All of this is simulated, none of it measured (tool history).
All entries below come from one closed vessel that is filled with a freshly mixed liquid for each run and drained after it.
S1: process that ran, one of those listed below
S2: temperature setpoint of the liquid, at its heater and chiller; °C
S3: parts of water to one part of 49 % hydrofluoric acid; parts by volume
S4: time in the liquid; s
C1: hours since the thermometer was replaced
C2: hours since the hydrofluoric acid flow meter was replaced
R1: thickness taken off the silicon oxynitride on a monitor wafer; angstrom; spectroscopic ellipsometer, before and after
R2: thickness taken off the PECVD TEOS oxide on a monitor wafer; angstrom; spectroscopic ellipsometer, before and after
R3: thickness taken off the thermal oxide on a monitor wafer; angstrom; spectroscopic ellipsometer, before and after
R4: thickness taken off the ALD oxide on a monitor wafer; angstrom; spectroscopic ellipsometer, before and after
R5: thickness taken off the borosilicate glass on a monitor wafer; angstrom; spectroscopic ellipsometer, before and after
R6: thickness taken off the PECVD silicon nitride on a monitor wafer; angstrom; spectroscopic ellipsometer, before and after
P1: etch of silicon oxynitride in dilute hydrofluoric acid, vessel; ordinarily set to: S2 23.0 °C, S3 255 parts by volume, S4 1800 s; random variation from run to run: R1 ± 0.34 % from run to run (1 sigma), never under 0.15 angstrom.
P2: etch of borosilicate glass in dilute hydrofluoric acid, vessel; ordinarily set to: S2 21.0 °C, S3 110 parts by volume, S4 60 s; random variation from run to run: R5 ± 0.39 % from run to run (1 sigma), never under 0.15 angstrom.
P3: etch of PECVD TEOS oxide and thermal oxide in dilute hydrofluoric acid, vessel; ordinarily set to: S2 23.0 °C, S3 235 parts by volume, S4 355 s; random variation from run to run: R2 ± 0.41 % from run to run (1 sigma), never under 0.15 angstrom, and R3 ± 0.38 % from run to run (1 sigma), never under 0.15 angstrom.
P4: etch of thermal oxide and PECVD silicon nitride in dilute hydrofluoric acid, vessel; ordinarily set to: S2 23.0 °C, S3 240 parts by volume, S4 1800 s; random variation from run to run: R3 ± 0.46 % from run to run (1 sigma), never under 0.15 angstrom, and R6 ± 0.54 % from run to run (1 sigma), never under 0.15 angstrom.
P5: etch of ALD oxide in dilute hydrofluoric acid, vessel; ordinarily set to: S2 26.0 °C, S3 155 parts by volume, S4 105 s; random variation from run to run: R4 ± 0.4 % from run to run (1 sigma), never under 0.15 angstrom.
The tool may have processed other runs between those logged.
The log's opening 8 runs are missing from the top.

run	day	S1	S2	S3	S4	C1	C2	R1	R2	R3	R4	R5	R6
9	2.375	P5	26.0	155	105	1448.7	783.4				118.99		
10	2.658	P1	23.0	255	605	1455.5	790.2	53.62					
11	2.825	P4	23.0	240	1800	1459.5	794.2			266.770			292.12
12	3.017	P5	26.0	155	160	1464.1	798.8				179.79		
13	3.346	P3	23.0	235	565	1472.0	806.7		457.77	93.266			
14	3.621	P1	18.0	135	1800	1478.6	813.3	259.44					
15	3.775	P1	31.0	255	1800	1482.3	817.0	223.44					
16	3.925	P1	17.0	255	1800	1485.9	820.6	122.22					
17	4.242	P5	34.0	155	105	1493.5	828.2				159.20		
18	4.492	P2	21.0	175	60	1499.5	834.2					102.34	
19	4.775	P2	21.0	110	95	1506.3	841.0					276.72	
20	5.054	P2	28.0	110	60	1513.0	847.7					229.19	
21	5.271	P4	28.5	240	1800	1518.2	852.9			323.570			408.59
22	5.479	P1	30.5	255	2565	1523.2	857.9	311.85					
23	5.679	P3	18.0	235	355	1528.0	862.7		237.09	48.659			
24	5.896	P5	26.0	155	105	1533.2	867.9				119.45		
25	6.221	P1	23.0	255	1800	1541.0	875.7	159.19					
26	6.533	P4	23.0	240	3570	1548.5	883.2			526.580			583.05
27	6.746	P1	23.0	255	1800	1553.6	888.3	159.74					
28	6.958	P1	23.0	255	3100	1558.7	893.4	276.21					
29	7.125	P1	17.0	255	3380	1562.7	897.4	228.87					
30	7.279	P1	23.0	255	1800	1566.4	901.1	159.65					

For run 31, what comes out?
31	7.583	P1	23.0	130	1800	1573.7	908.4	?					

{"run 31": {"R1": 343.16}}
